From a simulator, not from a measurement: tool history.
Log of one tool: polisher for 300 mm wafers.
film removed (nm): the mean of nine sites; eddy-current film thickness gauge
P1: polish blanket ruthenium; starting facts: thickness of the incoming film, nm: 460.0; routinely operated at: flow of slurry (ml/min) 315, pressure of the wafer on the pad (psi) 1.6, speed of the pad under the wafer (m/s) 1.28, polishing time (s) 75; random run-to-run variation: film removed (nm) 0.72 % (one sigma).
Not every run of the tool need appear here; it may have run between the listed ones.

run    day  flow of slurry (ml/min)  pressure of the wafer on the pad (psi)  speed of the pad under the wafer (m/s)  polishing time (s)  wafers polished on this pad  hours since the slurry nozzle was cleaned  hours since the head pressure was calibrated  film removed (nm)
  1  0.362                      315                                     1.6                                    1.28                  75                          366                                      221.2                                         514.1             74.045
  2  0.704                      315                                     1.6                                    1.28                  75                          418                                      229.4                                         522.3             74.470
  3  1.054                      190                                     1.6                                    1.28                  75                          471                                      237.8                                         530.7             69.966
  4  1.325                      315                                     1.6                                    1.28                  75                          512                                      244.3                                         537.2             74.253
  5  1.654                      315                                     1.6                                    1.28                  75                          562                                      252.2                                         545.1             74.518
  6  2.225                      420                                     1.6                                    1.28                  53                          648                                      265.9                                         558.8             53.270
  7  2.629                      315                                     2.1                                    1.28                  75                          710                                      275.6                                         568.5             98.163
     2.675  -- slurry nozzle cleaned
  8  2.921                      315                                     1.6                                    1.28                  35                          754                                        5.9                                         575.5             34.437
  9  3.508                      315                                     1.6                                    1.28                  75                          843                                       20.0                                         589.6             74.718
 10  4.062                      430                                     1.6                                    1.28                  75                          927                                       33.3                                         602.9             76.257
 11  4.358                      315                                     0.7                                    1.28                 109                          972                                       40.4                                         610.0             47.189
 12  4.908                      315                                     1.6                                    1.28                 117                         1056                                       53.6                                         623.2            116.390
 13  5.392                      315                                     1.6                                    0.68                  75                         1129                                       65.2                                         634.8             39.392
 14  5.908                      315                                     1.6                                    1.28                  75                         1208                                       77.6                                         647.2             74.554
 15  6.200                      315                                     1.6                                    1.76                  75                         1252                                       84.6                                         654.2            101.330
 16  6.725                      315                                     0.7                                    1.28                  75                         1332                                       97.2                                         666.8             32.410
 17  7.096                      315                                     1.6                                    1.28                  75                         1388                                      106.1                                         675.7             75.452
 18  7.458                      315                                     1.6                                    1.28                  75                         1443                                      114.8                                         684.4             73.077

For run 19, what comes out?
 19  7.725                      315                                     1.6                                    1.28                  75                         1484                                      121.2                                         690.8                  ?

film removed (nm): 73.236
